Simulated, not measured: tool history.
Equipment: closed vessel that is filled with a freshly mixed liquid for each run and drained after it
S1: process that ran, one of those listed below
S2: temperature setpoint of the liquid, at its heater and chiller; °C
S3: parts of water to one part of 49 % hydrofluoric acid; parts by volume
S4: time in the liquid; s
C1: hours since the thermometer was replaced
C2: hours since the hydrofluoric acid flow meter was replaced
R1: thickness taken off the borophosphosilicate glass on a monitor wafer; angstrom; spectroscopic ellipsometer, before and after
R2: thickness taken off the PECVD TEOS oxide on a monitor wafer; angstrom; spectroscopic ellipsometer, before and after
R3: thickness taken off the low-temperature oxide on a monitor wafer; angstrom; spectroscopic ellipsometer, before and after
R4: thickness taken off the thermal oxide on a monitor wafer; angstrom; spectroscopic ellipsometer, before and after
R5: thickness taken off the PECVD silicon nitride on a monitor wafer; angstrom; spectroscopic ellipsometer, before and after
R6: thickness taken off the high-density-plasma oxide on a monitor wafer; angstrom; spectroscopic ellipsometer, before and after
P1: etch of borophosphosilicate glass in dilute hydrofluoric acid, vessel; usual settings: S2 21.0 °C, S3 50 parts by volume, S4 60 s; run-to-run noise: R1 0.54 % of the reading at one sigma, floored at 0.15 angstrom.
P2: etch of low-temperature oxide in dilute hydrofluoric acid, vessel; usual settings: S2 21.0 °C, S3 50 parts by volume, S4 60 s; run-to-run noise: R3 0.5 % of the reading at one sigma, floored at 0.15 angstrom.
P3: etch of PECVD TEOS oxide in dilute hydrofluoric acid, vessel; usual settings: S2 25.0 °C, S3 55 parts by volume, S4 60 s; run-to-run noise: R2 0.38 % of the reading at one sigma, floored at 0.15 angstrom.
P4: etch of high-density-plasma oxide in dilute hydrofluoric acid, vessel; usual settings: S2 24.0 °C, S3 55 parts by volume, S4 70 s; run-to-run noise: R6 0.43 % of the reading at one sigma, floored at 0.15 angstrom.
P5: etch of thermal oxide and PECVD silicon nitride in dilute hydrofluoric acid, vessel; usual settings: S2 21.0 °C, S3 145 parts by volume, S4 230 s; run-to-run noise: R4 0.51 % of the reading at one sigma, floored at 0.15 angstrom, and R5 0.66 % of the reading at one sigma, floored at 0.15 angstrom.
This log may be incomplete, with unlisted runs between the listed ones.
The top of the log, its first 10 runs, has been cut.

run	day	S1	S2	S3	S4	C1	C2	R1	R2	R3	R4	R5	R6
11	4.729	P1	21.0	50	60	744.8	426.2	652.97					
12	5.217	P2	25.5	50	60	756.5	437.9			463.09			
13	5.638	P3	25.0	20	60	766.6	448.0		531.51				
14	6.112	P2	21.0	50	115	778.0	459.4			735.77			
15	6.542	P1	21.0	50	60	788.3	469.7	656.21					
16	6.967	P1	21.0	50	60	798.5	479.9	652.52					
17	7.300	P5	17.0	145	230	806.5	487.9				56.849	34.285	
# day 7.475: thermometer replaced
18	7.821	P1	21.0	50	60	8.4	500.4	657.44					
19	8.350	P1	26.0	50	60	21.1	513.1	806.81					
# day 8.642: hydrofluoric acid flow meter replaced
20	8.650	P1	21.0	50	30	28.3	0.3	324.14					
21	8.921	P5	21.0	215	230	34.8	6.8				41.905	30.062	
22	9.529	P3	25.0	55	60	49.4	21.4		186.55				
23	9.821	P1	21.0	25	60	56.4	28.4	1355.20					
24	10.138	P1	21.0	85	60	64.0	36.0	369.03					

The next listed run, before its measurement:
25	10.654	P4	24.0	55	70	76.4	48.4						?

R6: 74.305 angstrom
